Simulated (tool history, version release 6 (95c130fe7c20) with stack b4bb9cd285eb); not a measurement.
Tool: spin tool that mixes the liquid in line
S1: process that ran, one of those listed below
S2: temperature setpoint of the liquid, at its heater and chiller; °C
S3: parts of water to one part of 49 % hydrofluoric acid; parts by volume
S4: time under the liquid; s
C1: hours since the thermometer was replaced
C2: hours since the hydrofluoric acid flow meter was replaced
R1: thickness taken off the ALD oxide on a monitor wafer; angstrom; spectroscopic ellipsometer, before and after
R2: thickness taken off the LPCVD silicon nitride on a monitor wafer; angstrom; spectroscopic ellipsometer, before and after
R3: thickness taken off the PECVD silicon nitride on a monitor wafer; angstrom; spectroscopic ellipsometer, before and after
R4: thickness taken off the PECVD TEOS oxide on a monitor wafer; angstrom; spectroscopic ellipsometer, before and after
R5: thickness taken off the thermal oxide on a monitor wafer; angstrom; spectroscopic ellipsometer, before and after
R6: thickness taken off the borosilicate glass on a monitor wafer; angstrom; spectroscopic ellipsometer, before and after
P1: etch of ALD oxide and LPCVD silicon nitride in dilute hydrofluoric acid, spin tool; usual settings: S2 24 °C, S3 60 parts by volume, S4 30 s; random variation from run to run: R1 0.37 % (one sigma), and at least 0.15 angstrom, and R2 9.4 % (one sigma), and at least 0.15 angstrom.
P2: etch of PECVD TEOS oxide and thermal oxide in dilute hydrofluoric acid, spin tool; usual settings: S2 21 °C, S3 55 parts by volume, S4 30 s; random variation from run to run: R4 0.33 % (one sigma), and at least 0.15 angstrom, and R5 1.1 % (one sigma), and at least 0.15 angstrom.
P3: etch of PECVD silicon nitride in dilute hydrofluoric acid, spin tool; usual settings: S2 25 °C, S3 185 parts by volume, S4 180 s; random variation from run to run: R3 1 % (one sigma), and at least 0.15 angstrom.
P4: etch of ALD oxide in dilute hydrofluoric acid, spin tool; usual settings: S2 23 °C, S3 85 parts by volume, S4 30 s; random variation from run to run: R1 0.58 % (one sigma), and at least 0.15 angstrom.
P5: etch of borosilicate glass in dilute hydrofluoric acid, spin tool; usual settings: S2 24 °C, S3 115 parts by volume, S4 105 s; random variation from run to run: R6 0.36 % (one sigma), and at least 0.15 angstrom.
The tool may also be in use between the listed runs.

run 1 hour=11.8 | S1=P1 S2=24 S3=60 S4=30 | C1=318.2 C2=401.7 | R1=124.56 R2=2.2386
run 2 hour=21.5 | S1=P3 S2=25 S3=105 S4=180 | C1=327.9 C2=411.4 | R3=45.801
run 3 hour=34.1 | S1=P2 S2=21 S3=35 S4=30 | C1=340.5 C2=424 | R4=124.41 R5=37.915
run 4 hour=40.2 | S1=P1 S2=32 S3=60 S4=30 | C1=346.6 C2=430.1 | R1=171.09 R2=4.0092
run 5 hour=46.7 | S1=P1 S2=24 S3=60 S4=30 | C1=353.1 C2=436.6 | R1=125.19 R2=2.3824
run 6 hour=54 | S1=P1 S2=24 S3=60 S4=30 | C1=360.4 C2=443.9 | R1=125.08 R2=2.1528
run 7 hour=66.6 | S1=P1 S2=24 S3=60 S4=30 | C1=373 C2=456.5 | R1=125.9 R2=2.3885
run 8 hour=79.9 | S1=P3 S2=25 S3=185 S4=180 | C1=386.3 C2=469.8 | R3=25.888
run 9 hour=93.1 | S1=P2 S2=17 S3=55 S4=30 | C1=399.5 C2=483 | R4=65.053 R5=19.774
run 10 hour=100.2 | S1=P1 S2=24 S3=60 S4=30 | C1=406.6 C2=490.1 | R1=124.68 R2=2.9115
run 11 hour=106.7 | S1=P4 S2=23 S3=40 S4=30 | C1=413.1 C2=496.6 | R1=237.56
run 12 hour=120 | S1=P4 S2=23 S3=85 S4=30 | C1=426.4 C2=509.9 | R1=105.07
run 13 hour=133 | S1=P1 S2=24 S3=25 S4=30 | C1=439.4 C2=522.9 | R1=313.55 R2=5.3486
run 14 hour=141.9 | S1=P5 S2=24 S3=115 S4=190 | C1=448.3 C2=531.8 | R6=775.08
run 15 hour=150.2 | S1=P1 S2=24 S3=95 S4=30 | C1=456.6 C2=540.1 | R1=75.404 R2=1.2087
run 16 hour=163 | S1=P2 S2=21 S3=55 S4=15 | C1=469.4 C2=552.9 | R4=38.773 R5=11.698
run 17 hour=174.4 | S1=P3 S2=25 S3=185 S4=180 | C1=480.8 C2=564.3 | R3=26.011
run 18 hour=182.6 | S1=P4 S2=23 S3=85 S4=15 | C1=489 C2=572.5 | R1=52.583
run 19 hour=193 | S1=P5 S2=24 S3=115 S4=105 | C1=499.4 C2=582.9 | R6=425.25
-- hour=193.5 thermometer replaced
run 20 hour=206.4 | S1=P5 S2=24 S3=35 S4=105 | C1=13 C2=596.3 | R6=1556.5
run 21 hour=218.7 | S1=P3 S2=25 S3=185 S4=340 | C1=25.3 C2=608.6 | R3=49.024
run 22 hour=226.2 | S1=P2 S2=21 S3=55 S4=30 | C1=32.8 C2=616.1 | R4=77.027 R5=23.606
run 23 hour=236.3 | S1=P5 S2=24 S3=115 S4=105 | C1=42.9 C2=626.2 | R6=426.94
run 24 hour=244.6 | S1=P1 S2=24 S3=90 S4=15 | C1=51.2 C2=634.5 | R1=40.015 R2=0.64557
run 25 hour=255.6 | S1=P3 S2=18 S3=185 S4=180 | C1=62.2 C2=645.5 | R3=16.417
run 26 hour=266.6 | S1=P4 S2=30 S3=85 S4=30 | C1=73.2 C2=656.5 | R1=138.64
run 27 hour=280.3 | S1=P1 S2=24 S3=60 S4=15 | C1=86.9 C2=670.2 | R1=62.961 R2=1.1665
run 28 hour=291.5 | S1=P4 S2=23 S3=85 S4=30 | C1=98.1 C2=681.4 | R1=103.68

Run 29 comes next. What will it give?
run 29 hour=304.8 | S1=P1 S2=20 S3=60 S4=30 | C1=111.4 C2=694.7 | R1=? R2=?

R1: 106.23 angstrom
R2: 1.9161 angstrom

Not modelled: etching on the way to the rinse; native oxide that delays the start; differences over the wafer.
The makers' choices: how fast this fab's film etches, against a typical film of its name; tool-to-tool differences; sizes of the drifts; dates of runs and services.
